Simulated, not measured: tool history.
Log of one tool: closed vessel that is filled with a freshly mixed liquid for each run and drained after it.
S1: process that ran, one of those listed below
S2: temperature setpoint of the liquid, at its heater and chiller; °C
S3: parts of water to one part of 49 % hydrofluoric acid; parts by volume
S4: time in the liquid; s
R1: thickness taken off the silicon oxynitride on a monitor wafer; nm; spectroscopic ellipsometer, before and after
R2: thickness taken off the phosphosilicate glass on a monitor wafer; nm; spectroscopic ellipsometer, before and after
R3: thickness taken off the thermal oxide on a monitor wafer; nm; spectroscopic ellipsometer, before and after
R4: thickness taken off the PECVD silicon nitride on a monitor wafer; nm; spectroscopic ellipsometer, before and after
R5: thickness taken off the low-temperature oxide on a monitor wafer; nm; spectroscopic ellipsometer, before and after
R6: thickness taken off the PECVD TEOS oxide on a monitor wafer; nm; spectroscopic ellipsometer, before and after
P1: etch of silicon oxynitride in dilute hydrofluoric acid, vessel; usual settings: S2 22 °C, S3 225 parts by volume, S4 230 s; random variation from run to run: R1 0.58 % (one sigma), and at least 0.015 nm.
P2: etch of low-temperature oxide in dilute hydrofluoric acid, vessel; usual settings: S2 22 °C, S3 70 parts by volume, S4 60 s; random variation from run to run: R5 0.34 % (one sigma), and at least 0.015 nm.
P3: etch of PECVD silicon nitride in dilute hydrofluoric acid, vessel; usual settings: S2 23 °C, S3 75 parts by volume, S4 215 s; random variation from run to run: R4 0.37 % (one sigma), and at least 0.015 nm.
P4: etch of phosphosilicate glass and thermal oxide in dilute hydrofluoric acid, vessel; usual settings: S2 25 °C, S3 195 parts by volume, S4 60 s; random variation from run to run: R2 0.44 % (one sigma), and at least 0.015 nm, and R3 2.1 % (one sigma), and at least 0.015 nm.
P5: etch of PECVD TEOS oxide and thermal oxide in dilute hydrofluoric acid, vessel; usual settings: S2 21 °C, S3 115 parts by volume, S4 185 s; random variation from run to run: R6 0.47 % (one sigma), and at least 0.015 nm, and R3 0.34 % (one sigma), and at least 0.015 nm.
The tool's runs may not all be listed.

run,hour,S1,S2,S3,S4,R1,R2,R3,R4,R5,R6
1,6.5,P1,22,225,230,4.0786,,,,,
2,15.9,P4,25,50,60,,112.22,6.144,,,
3,23.7,P3,28,75,215,,,,9.7685,,
4,31.9,P2,22,125,60,,,,,15.17,
5,39.5,P1,29,225,230,5.5728,,,,,
6,43.9,P2,22,70,60,,,,,28.898,
7,52,P2,22,70,115,,,,,56.082,
8,59.2,P1,22,225,230,4.0631,,,,,
9,64.6,P5,21,70,185,,,12.404,,,57.288
10,73.9,P1,22,225,230,4.115,,,,,
11,80.5,P1,22,225,90,1.5838,,,,,
12,86.5,P3,23,75,215,,,,7.0699,,
13,93.7,P5,21,115,185,,,7.1981,,,33.238
14,100.9,P1,17,225,380,5.4136,,,,,
15,108.6,P1,22,310,230,2.8174,,,,,
16,116.4,P3,23,75,215,,,,7.0679,,
17,120.6,P5,21,115,75,,,2.9151,,,13.53
18,126.4,P2,17,70,60,,,,,23.521,
19,131.6,P3,23,75,390,,,,12.82,,
20,138.1,P2,22,70,60,,,,,29.064,
21,144.7,P4,25,195,60,,24.246,1.3478,,,
22,153,P5,21,115,185,,,7.1474,,,33.577
# hour 157.1: hydrofluoric acid flow meter replaced
23,159.6,P4,31.5,195,60,,30.287,1.6574,,,
24,168.8,P1,17.5,225,230,3.3497,,,,,
25,177.5,P4,25,195,60,,24.257,1.3318,,,
26,186.9,P3,23,140,215,,,,3.8232,,
27,192.1,P1,22,125,230,8.005,,,,,
28,198,P5,27,115,185,,,9.0624,,,42.113
29,205.5,P1,22,225,410,7.3235,,,,,
30,214.6,P1,22,225,230,4.1762,,,,,
31,219.7,P4,25,195,30,,12.008,0.64143,,,
32,229.3,P1,22,225,230,4.1238,,,,,
33,238.5,P1,22,225,230,3.9403,,,,,
34,246.8,P1,22,225,230,3.845,,,,,
35,254.6,P1,22,225,230,3.8236,,,,,
36,263.8,P1,22,225,230,3.7933,,,,,
37,272.7,P1,22,225,230,3.7453,,,,,
38,281.9,P1,22,225,230,3.7615,,,,,
39,288.8,P1,22,225,230,3.7613,,,,,
40,294.8,P1,22,225,230,3.7295,,,,,

What P1 gives has crept away from where it was. These 2 causes fit the log equally well, each at the size given:
A: liquid colder than its thermometer reads (K) = 2.21
B: hydrofluoric acid flow below the setpoint (%) = 8.29
The creep began at about hour 229.3.

4 check runs are offered, one wafer each, their results left as question marks. Which one tells the causes apart?
check 1,300.8,P3,23,75,325,,,,?,,
check 2,300.8,P2,22,100,105,,,,,?,
check 3,300.8,P4,25,70,30,,?,?,,,
check 4,300.8,P5,21,115,95,,,?,,,?

What each check would give under each cause:
check,result,if A,if B
check 1,R4,9.178,9.7914
check 2,R5,31.452,31.232
check 3,R2,35.649,35.462
check 3,R3,1.9101,1.9001
check 4,R3,3.3602,3.3329
check 4,R6,15.642,15.515
How far apart the two closest causes lie, in the result that separates them most: check 1 6.47 %; check 2 0.7 %; check 3 0.53 %; check 4 0.81 %
Check 1 tells the causes apart: in the others they would give nearly the same result.

Check 1 was then run and gave: R4 9.8477 nm. Which cause is it?

It is B: hydrofluoric acid flow below the setpoint (%).
